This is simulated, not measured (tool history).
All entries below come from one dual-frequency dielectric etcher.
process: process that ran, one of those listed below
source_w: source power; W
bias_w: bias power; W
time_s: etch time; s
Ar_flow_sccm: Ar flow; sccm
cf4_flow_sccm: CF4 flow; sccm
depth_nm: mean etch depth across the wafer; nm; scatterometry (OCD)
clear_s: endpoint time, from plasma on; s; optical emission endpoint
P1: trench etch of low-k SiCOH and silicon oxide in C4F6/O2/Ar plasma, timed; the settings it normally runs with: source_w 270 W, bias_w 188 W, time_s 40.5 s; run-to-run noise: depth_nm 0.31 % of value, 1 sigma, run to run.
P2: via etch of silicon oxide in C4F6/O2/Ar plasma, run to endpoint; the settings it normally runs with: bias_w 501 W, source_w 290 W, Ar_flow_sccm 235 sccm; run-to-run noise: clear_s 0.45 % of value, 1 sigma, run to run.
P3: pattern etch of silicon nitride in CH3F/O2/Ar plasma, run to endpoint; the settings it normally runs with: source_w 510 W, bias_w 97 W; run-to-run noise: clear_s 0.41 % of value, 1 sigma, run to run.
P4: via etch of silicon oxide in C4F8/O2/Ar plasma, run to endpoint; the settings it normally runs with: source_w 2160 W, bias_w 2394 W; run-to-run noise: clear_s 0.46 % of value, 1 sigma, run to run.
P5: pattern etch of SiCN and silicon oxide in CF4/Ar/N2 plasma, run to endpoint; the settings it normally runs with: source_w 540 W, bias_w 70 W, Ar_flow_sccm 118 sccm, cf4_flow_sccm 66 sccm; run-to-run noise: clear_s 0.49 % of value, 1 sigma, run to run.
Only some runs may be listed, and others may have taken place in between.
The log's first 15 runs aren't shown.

run,day,process,source_w,bias_w,time_s,Ar_flow_sccm,cf4_flow_sccm,hours since the last wet clean,hours since the last source power generator calibration,hours since the last bias power generator calibration,depth_nm,clear_s
16,6.667,P2,290,501,,235,,335.6,766.4,1248.1,,35.456
17,6.967,P1,180,188,40.5,,,342.8,773.6,1255.3,97.159,
18,7.438,P1,270,188,55.0,,,354.1,784.9,1266.6,154.830,
19,7.796,P1,370,188,40.5,,,362.7,793.5,1275.2,128.670,
20,8.217,P5,540,88,,118,66,372.8,803.6,1285.3,,14.663
21,8.754,P2,290,337,,235,,385.7,816.5,1298.2,,40.775
22,9.150,P3,510,97,,,,395.2,826.0,1307.7,,43.056
23,9.633,P4,2160,1540,,,,406.8,837.6,1319.3,,198.420
24,10.050,P1,350,128,40.5,,,416.8,847.6,1329.3,111.550,
25,10.492,P4,2160,2394,,,,427.4,858.2,1339.9,,175.310
# day 10.746: source power generator calibrated
26,10.992,P4,2160,2394,,,,439.4,5.9,1351.9,,174.120

What does the tool deliver on the next run?
27,11.317,P5,370,70,,118,66,447.2,13.7,1359.7,,?

{"run 27": {"clear_s": 22.091}}

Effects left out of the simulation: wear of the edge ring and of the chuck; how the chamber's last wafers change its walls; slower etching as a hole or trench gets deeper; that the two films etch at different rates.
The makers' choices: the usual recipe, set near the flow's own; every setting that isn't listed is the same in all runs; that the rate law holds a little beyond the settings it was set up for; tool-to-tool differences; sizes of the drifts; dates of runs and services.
